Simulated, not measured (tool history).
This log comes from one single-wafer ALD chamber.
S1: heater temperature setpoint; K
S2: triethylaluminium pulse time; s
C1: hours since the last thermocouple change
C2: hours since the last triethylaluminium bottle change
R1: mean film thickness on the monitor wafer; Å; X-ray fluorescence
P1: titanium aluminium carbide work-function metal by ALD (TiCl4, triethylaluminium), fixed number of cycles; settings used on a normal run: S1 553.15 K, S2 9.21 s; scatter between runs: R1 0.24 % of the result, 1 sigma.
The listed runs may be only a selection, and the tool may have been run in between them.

| run | hour | S1 | S2 | C1 | C2 | R1 |
|---|---|---|---|---|---|---|
| 1 | 3.6 | 553.15 | 9.21 | 1233.9 | 431.1 | 17.909 |
| 2 | 8.6 | 553.15 | 9.21 | 1238.9 | 436.1 | 17.946 |
| 3 | 14 | 539.15 | 13.99 | 1244.3 | 441.5 | 17.408 |
| 4 | 19.2 | 553.15 | 9.21 | 1249.5 | 446.7 | 17.965 |
| 5 | 23.9 | 569.15 | 12.26 | 1254.2 | 451.4 | 19.896 |
| 6 | 29.2 | 553.15 | 4.32 | 1259.5 | 456.7 | 14.538 |
| 7 | 33.6 | 553.15 | 9.21 | 1263.9 | 461.1 | 17.917 |
| 8 | 38.4 | 573.15 | 9.21 | 1268.7 | 465.9 | 19.727 |
| 9 | 44.2 | 553.15 | 9.21 | 1274.5 | 471.7 | 17.986 |
| 10 | 50.8 | 531.15 | 9.21 | 1281.1 | 478.3 | 16.093 |
| 11 | 54.7 | 535.15 | 12.46 | 1285 | 482.2 | 16.982 |
| 12 | 58.2 | 553.15 | 9.21 | 1288.5 | 485.7 | 17.922 |
| 13 | 61.5 | 553.15 | 14.89 | 1291.8 | 489 | 18.582 |
| 14 | 66.1 | 553.15 | 9.21 | 1296.4 | 493.6 | 17.937 |
| 15 | 69.7 | 553.15 | 9.21 | 1300 | 497.2 | 17.96 |
| 16 | 75.7 | 553.15 | 9.21 | 1306 | 503.2 | 17.743 |
| 17 | 78.6 | 553.15 | 9.21 | 1308.9 | 506.1 | 17.696 |
| 18 | 81.5 | 553.15 | 9.21 | 1311.8 | 509 | 17.571 |
| 19 | 87.4 | 553.15 | 9.21 | 1317.7 | 514.9 | 17.584 |

Run 20 has not been measured yet. What should we expect?
| 20 | 90.4 | 553.15 | 9.21 | 1320.7 | 517.9 | ? |

Run 20 measured R1 17.598 Å.
